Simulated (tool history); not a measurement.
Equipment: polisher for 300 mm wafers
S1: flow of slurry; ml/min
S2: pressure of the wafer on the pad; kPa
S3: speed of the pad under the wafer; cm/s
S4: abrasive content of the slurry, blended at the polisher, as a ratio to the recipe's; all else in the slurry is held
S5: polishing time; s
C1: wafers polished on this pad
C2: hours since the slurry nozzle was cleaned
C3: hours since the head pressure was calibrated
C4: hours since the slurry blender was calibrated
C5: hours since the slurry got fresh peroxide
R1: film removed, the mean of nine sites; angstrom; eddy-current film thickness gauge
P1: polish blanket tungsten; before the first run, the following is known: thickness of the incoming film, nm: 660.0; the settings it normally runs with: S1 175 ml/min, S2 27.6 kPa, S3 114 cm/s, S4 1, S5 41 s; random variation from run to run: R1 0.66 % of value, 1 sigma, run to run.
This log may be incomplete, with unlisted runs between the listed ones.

run     day   S1    S2   S3   S4  S5    C1     C2      C3     C4     C5      R1
  1   0.708  175  27.6  114    1  41  1011  311.7  1012.3   34.6   57.4  1919.4
      0.942  -- slurry nozzle cleaned
  2   1.229  175  27.6  114    1  60  1110      7  1024.8   47.1   69.9  2839.5
  3   1.938  175  20.7  114    1  41  1244     24  1041.8   64.1   86.9  1444.8
  4   2.392  175  27.6  114    1  41  1331   34.9  1052.7     75   97.8  1914.1
  5   3.033  175  27.6  114    1  41  1452   50.3  1068.1   90.4  113.2  1916.1
  6   3.442  225  27.6  114    1  41  1530   60.1  1077.9  100.2    123  1959.5
  7   3.812  175  27.6  160  0.6  41  1600     69  1086.8  109.1  131.9    2374
  8   4.242  175  27.6  168    1  41  1682   79.3  1097.1  119.4  142.2    2814
  9   4.708  175  27.6   60    1  41  1770   90.5  1108.3  130.6  153.4  1015.7
 10   5.338  175  40.7  114    1  41  1890  105.6  1123.4  145.7  168.5  2796.2
 11   5.921  175  27.6  114  0.5  41  2001  119.6  1137.4  159.7  182.5  1638.5
 12   6.525  175  27.6  114  1.2  41  2115  134.1  1151.9  174.2    197  2017.3
 13   7.192  175  27.6  114    1  41  2242  150.1  1167.9  190.2    213  1928.6
 14   7.588  175  42.7   52    1  41  2317  159.6  1177.4  199.7  222.5  1346.1
      7.812  -- worn pad replaced by a new one
 15   8.058  105  27.6  114    1  41    47  170.9  1188.7    211  233.8  1714.2
 16     8.6  175  27.6  114    1  26   149  183.9  1201.7    224  246.8  1211.7
 17   9.112  175  27.6  114    1  41   247  196.2    1214  236.3  259.1  1909.5
 18   9.496  175  27.6  114    1  41   319  205.4  1223.2  245.5  268.3  1864.8
 19  10.042  175  27.6  114    1  41   423  218.5  1236.3  258.6  281.4  1817.5
 20  10.512  175  27.6  114    1  41   512  229.8  1247.6  269.9  292.7  1776.7
 21  10.838  175  27.6  114    1  41   574  237.6  1255.4  277.7  300.5  1783.4
      11.35  -- worn pad replaced by a new one
     11.375  -- head pressure recalibrated
 22  11.417  175  27.6  114    1  41    12  251.5       1  291.6  314.4  1761.9

Expected results for the next run?
     11.488  -- slurry blender recalibrated
 23  11.988  175  27.6  114   1  41  121  265.2  14.7  12.1  328.1   ?

{"run 23": {"R1": 1753.4}}
